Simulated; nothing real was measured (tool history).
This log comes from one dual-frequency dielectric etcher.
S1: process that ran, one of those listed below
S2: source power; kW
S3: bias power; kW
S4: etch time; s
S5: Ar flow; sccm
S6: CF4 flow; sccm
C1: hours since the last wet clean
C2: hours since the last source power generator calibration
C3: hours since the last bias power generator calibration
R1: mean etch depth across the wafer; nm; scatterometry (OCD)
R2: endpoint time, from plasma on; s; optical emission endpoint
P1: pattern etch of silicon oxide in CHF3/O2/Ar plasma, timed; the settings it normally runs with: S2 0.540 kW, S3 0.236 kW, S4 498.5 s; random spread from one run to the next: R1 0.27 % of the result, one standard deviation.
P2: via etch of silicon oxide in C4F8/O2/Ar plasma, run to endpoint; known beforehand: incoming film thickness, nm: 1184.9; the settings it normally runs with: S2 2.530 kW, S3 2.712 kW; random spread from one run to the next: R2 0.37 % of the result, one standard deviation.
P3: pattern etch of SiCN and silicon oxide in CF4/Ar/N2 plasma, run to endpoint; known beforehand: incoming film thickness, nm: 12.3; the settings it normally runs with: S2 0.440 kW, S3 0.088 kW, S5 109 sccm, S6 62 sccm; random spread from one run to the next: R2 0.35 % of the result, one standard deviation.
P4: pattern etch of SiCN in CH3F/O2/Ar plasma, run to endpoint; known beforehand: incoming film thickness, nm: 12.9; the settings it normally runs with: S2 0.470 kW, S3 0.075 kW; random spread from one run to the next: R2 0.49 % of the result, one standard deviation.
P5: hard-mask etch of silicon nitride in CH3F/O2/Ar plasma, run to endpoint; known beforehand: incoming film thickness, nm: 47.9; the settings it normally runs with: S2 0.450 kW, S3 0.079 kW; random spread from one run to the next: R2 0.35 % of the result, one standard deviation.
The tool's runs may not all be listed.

run	hour	S1	S2	S3	S4	S5	S6	C1	C2	C3	R1	R2
1	4.1	P1	0.540	0.236	498.5			80.7	2673.5	1713.1	1029.20	
2	6.5	P1	0.730	0.236	498.5			83.1	2675.9	1715.5	1152.80	
3	11.6	P1	0.540	0.236	498.5			88.2	2681.0	1720.6	1029.30	
4	14.2	P2	1.590	2.712				90.8	2683.6	1723.2		243.710
5	17.6	P1	0.540	0.236	498.5			94.2	2687.0	1726.6	1031.30	
6	21.0	P4	0.370	0.075				97.6	2690.4	1730.0		35.531
7	25.8	P4	0.470	0.075				102.4	2695.2	1734.8		32.379
8	30.4	P1	0.540	0.236	498.5			107.0	2699.8	1739.4	1031.60	
9	33.2	P3	0.440	0.088		109	62	109.8	2702.6	1742.2		13.767
10	37.5	P3	0.360	0.088		109	62	114.1	2706.9	1746.5		16.433
11	41.7	P3	0.440	0.088		109	85	118.3	2711.1	1750.7		13.182
12	46.2	P1	0.540	0.236	498.5			122.8	2715.6	1755.2	1027.10	
13	48.6	P5	0.580	0.079				125.2	2718.0	1757.6		57.325
14	51.7	P2	2.530	2.712				128.3	2721.1	1760.7		202.200
15	54.9	P1	0.540	0.152	498.5			131.5	2724.3	1763.9	888.06	
16	58.3	P5	0.450	0.079				134.9	2727.7	1767.3		62.670
17	61.3	P3	0.440	0.054		109	62	137.9	2730.7	1770.3		16.261
18	66.4	P1	0.710	0.181	498.5			143.0	2735.8	1775.4	1041.80	
19	71.2	P5	0.450	0.054				147.8	2740.6	1780.2		70.949
# hour 72.2: bias power generator calibrated
20	75.1	P1	0.540	0.236	498.5			151.7	2744.5	2.9	1030.10	
21	79.6	P2	2.530	2.712				156.2	2749.0	7.4		202.560
22	83.0	P1	0.420	0.236	731.0			159.6	2752.4	10.8	1378.30	
23	87.6	P1	0.540	0.236	719.0			164.2	2757.0	15.4	1485.80	
# hour 89.8: source power generator calibrated
24	90.2	P3	0.440	0.088		109	62	166.8	0.5	18.0		13.828
25	92.9	P1	0.540	0.236	274.0			169.5	3.2	20.7	565.41	
26	96.3	P4	0.470	0.105				172.9	6.6	24.1		28.512
27	98.7	P1	0.540	0.317	498.5			175.3	9.0	26.5	1149.40	
28	103.3	P1	0.540	0.236	498.5			179.9	13.6	31.1	1029.40	
29	107.5	P3	0.440	0.088		66	62	184.1	17.8	35.3		12.867
30	112.4	P1	0.330	0.236	498.5			189.0	22.7	40.2	857.02	
31	116.2	P2	2.530	3.423				192.8	26.5	44.0		188.210
32	120.1	P1	0.540	0.236	498.5			196.7	30.4	47.9	1028.80	
33	123.6	P1	0.540	0.236	498.5			200.2	33.9	51.4	1025.00	

The next listed run, before its measurement:
34	126.6	P1	0.540	0.236	498.5			203.2	36.9	54.4	?	

R1: 1019.90 nm
